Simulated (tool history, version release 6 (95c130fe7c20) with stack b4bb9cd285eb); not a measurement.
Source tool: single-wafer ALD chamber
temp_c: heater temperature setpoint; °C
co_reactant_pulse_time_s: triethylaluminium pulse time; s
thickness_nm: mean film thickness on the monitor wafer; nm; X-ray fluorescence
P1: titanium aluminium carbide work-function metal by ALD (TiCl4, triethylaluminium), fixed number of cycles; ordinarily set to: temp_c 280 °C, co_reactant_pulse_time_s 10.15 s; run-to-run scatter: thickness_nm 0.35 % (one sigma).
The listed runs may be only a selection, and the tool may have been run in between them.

run   hour  temp_c  co_reactant_pulse_time_s  hours since the last thermocouple change  hours since the last triethylaluminium bottle change  thickness_nm
  1   14.6     280                     10.15                                    1378.1                                                 517.1        1.8338
  2   25.4     280                     10.15                                    1388.9                                                 527.9        1.8514
  3     38     300                      4.57                                    1401.5                                                 540.5        1.6489
  4     49     280                      5.02                                    1412.5                                                 551.5        1.5728
  5   61.8     255                     10.15                                    1425.3                                                 564.3        1.6362
  6   76.9     280                     10.15                                    1440.4                                                 579.4        1.8533
  7   86.2     280                     10.15                                    1449.7                                                 588.7        1.8435
  8  102.2     280                     10.15                                    1465.7                                                 604.7        1.8397
  9  118.4     305                     10.15                                    1481.9                                                 620.9        2.0579
 10  127.7     280                     15.33                                    1491.2                                                 630.2        1.8966
 11  142.9     299                     12.88                                    1506.4                                                 645.4        2.0461
 12  155.4     280                     10.15                                    1518.9                                                 657.9        1.8466
 13  170.1     280                     10.15                                    1533.6                                                 672.6        1.8499
 14  185.9     280                     10.15                                    1549.4                                                 688.4        1.8272
 15  199.3     280                     10.15                                    1562.8                                                 701.8        1.8248
 16  215.6     280                     10.15                                    1579.1                                                 718.1        1.8178
 17  230.3     280                     10.15                                    1593.8                                                 732.8        1.8103
 18    243     280                     10.15                                    1606.5                                                 745.5         1.806
 19  255.9     280                     10.15                                    1619.4                                                 758.4        1.8126
 20  269.4     280                     10.15                                    1632.9                                                 771.9        1.8095
 21  279.7     280                     10.15                                    1643.2                                                 782.2        1.8048
 22  288.8     280                     10.15                                    1652.3                                                 791.3        1.8235

Compared with where it was, what P1 gives has crept away. Each cause listed below fits the log as well as the rest, at the size given for it:
A: wafer temperature below the value expected at the setpoint (K) = 4.03
B: triethylaluminium dose below that of a fresh bottle (%) = 13.5
The drift started at roughly hour 170.1.

The check runs listed below each take one wafer, and their results are still question marks. Under which run would the listed causes lead to clearly different results?
check 1  297.9     270                      5.51                                                                                                             ?
check 2  297.9     303                     10.15                                                                                                             ?
check 3  297.9     256                     10.15                                                                                                             ?
check 4  297.9     301                     10.15                                                                                                             ?

If the cause were each of the candidates in turn, the checks would give the following:
  check        result    if A    if B
check 1  thickness_nm  1.5097  1.4605
check 2  thickness_nm  2.0057  2.0026
check 3  thickness_nm  1.6043  1.6071
check 4  thickness_nm  1.9882  1.9854
How far apart the two closest causes lie, in the result that separates them most: check 1 3.32 %; check 2 0.15 %; check 3 0.17 %; check 4 0.14 %
Check 1 distinguishes between the causes, while the remaining checks would return nearly the same result for all of them.

With check 1 done, the readings were: thickness_nm 1.5055 nm. Identify which of the listed causes applies.

The cause is A: wafer temperature below the value expected at the setpoint (K).

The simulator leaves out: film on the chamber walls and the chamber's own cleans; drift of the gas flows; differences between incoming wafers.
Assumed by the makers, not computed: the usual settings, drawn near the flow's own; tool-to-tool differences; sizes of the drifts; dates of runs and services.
